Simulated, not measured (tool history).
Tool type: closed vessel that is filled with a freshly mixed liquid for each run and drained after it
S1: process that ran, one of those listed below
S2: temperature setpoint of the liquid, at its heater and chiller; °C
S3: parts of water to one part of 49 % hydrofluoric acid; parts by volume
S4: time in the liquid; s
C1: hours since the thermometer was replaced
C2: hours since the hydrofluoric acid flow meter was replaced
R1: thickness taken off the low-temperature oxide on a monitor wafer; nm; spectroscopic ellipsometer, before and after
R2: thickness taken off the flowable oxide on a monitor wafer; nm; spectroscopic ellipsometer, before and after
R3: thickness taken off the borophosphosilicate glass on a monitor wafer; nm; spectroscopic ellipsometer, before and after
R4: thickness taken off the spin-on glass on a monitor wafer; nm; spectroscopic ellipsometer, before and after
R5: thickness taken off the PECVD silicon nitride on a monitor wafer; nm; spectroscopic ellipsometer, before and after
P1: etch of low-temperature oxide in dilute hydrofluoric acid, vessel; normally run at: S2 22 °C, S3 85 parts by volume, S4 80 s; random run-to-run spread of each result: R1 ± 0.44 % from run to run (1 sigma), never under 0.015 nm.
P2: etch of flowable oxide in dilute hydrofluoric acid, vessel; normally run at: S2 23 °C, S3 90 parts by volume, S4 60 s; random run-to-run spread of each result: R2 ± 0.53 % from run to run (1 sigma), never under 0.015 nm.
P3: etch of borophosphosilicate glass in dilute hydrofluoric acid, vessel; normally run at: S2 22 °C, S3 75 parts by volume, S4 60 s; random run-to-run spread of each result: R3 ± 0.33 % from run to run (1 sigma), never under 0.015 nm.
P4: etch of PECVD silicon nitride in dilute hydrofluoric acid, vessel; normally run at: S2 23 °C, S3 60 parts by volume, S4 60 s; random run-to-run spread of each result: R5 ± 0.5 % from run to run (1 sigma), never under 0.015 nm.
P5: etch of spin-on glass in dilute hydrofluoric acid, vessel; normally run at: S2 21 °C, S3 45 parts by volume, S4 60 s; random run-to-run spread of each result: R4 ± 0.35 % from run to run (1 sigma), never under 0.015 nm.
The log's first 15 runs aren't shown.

| run | hour | S1 | S2 | S3 | S4 | C1 | C2 | R1 | R2 | R3 | R4 | R5 |
|---|---|---|---|---|---|---|---|---|---|---|---|---|
| 16 | 204.9 | P3 | 22 | 75 | 60 | 1417.8 | 395.6 |  |  | 52.118 |  |  |
| 17 | 214.4 | P5 | 21 | 45 | 60 | 1427.3 | 405.1 |  |  |  | 59.267 |  |
| 18 | 222.3 | P2 | 23 | 90 | 115 | 1435.2 | 413 |  | 40.265 |  |  |  |
| 19 | 238.6 | P1 | 22 | 85 | 155 | 1451.5 | 429.3 | 19.802 |  |  |  |  |
| 20 | 253 | P2 | 23 | 90 | 60 | 1465.9 | 443.7 |  | 20.93 |  |  |  |
| 21 | 265.4 | P1 | 17 | 85 | 80 | 1478.3 | 456.1 | 8.3372 |  |  |  |  |
| 22 | 280.9 | P4 | 23 | 60 | 105 | 1493.8 | 471.6 |  |  |  |  | 9.1417 |
| 23 | 295.2 | P5 | 21 | 45 | 30 | 1508.1 | 485.9 |  |  |  | 29.712 |  |
| 24 | 312.3 | P3 | 22 | 40 | 60 | 1525.2 | 503 |  |  | 101.28 |  |  |
| 25 | 321.6 | P3 | 30 | 75 | 60 | 1534.5 | 512.3 |  |  | 71.44 |  |  |
| 26 | 332.3 | P1 | 22 | 85 | 80 | 1545.2 | 523 | 10.257 |  |  |  |  |
| 27 | 347.4 | P1 | 22 | 85 | 80 | 1560.3 | 538.1 | 10.207 |  |  |  |  |
| 28 | 359 | P4 | 23 | 60 | 60 | 1571.9 | 549.7 |  |  |  |  | 5.1751 |
| 29 | 370.5 | P2 | 31 | 90 | 60 | 1583.4 | 561.2 |  | 28.162 |  |  |  |
| 30 | 382.1 | P1 | 22 | 85 | 80 | 1595 | 572.8 | 10.227 |  |  |  |  |
| 31 | 397.7 | P1 | 22 | 20 | 80 | 1610.6 | 588.4 | 46.741 |  |  |  |  |
| 32 | 413.5 | P1 | 22 | 85 | 80 | 1626.4 | 604.2 | 10.236 |  |  |  |  |
| 33 | 423 | P1 | 22 | 85 | 80 | 1635.9 | 613.7 | 10.304 |  |  |  |  |
| 34 | 433.1 | P1 | 22 | 85 | 80 | 1646 | 623.8 | 10.627 |  |  |  |  |
| 35 | 445 | P1 | 22 | 85 | 80 | 1657.9 | 635.7 | 10.812 |  |  |  |  |
| 36 | 452.7 | P1 | 22 | 85 | 80 | 1665.6 | 643.4 | 10.819 |  |  |  |  |

What will run 37 give?
| 37 | 468.6 | P1 | 22 | 85 | 80 | 1681.5 | 659.3 | ? |  |  |  |  |

{"run 37": {"R1": 10.962}}
